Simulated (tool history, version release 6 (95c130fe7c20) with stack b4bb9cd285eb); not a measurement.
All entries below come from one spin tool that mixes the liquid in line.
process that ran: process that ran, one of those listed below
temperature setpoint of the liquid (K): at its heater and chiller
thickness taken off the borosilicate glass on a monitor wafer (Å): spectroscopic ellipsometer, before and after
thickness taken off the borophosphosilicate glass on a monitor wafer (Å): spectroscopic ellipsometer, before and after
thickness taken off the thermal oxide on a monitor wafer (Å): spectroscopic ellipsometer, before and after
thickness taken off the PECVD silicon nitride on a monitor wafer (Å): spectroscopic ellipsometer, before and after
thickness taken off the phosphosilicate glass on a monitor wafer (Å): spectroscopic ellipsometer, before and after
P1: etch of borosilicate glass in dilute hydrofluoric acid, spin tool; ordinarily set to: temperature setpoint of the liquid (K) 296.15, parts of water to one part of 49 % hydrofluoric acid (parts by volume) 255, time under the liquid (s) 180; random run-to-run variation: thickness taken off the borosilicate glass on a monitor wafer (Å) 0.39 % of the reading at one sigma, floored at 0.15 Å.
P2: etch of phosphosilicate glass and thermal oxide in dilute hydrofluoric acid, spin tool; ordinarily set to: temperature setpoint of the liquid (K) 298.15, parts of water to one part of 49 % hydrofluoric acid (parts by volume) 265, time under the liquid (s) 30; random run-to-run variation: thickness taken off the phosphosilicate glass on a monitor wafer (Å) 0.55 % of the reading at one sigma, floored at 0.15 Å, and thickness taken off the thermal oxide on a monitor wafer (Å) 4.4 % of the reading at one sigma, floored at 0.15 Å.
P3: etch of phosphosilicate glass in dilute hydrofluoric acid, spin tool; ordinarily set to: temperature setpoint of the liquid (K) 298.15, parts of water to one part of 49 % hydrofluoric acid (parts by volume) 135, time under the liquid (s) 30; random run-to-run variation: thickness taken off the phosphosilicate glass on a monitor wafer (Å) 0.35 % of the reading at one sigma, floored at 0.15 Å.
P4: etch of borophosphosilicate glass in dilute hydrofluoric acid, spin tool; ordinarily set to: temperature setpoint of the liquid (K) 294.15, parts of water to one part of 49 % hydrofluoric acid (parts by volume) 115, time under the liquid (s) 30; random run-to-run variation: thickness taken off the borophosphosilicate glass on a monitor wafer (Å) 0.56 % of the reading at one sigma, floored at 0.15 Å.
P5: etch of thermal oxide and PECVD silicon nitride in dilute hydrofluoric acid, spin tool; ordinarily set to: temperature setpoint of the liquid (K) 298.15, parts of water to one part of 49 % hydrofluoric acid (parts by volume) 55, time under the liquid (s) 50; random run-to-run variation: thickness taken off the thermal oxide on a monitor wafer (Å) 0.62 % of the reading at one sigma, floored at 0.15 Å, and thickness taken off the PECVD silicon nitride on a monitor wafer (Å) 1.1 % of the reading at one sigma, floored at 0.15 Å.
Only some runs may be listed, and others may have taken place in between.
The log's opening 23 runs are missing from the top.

run   hour  process that ran  temperature setpoint of the liquid (K)  parts of water to one part of 49 % hydrofluoric acid (parts by volume)  time under the liquid (s)  thickness taken off the borosilicate glass on a monitor wafer (Å)  thickness taken off the borophosphosilicate glass on a monitor wafer (Å)  thickness taken off the thermal oxide on a monitor wafer (Å)  thickness taken off the PECVD silicon nitride on a monitor wafer (Å)  thickness taken off the phosphosilicate glass on a monitor wafer (Å)
 24  258.4                P1                                  296.15                                                                     255                        180                                                             131.32
 25  266.3                P4                                  294.15                                                                     115                         15                                                                                                                                       45.606
 26  272.9                P5                                  298.15                                                                      55                         75                                                                                                                                                                                                     68.916                                                                28.901
 27  286.1                P1                                  296.15                                                                     105                        180                                                             372.99
 28  297.3                P1                                  296.15                                                                     370                        325                                                             145.29
 29  311.7                P1                                  296.15                                                                     255                        180                                                             130.16
 30  325.1                P1                                  296.15                                                                     255                        180                                                             130.36
 31  334.4                P1                                  296.15                                                                     255                        180                                                             127.75

Run 32 is up next; what results do you expect?
 32  344.8                P1                                  296.15                                                                     255                        180                                                                  ?

{"run 32": {"thickness taken off the borosilicate glass on a monitor wafer (Å)": 124.59}}

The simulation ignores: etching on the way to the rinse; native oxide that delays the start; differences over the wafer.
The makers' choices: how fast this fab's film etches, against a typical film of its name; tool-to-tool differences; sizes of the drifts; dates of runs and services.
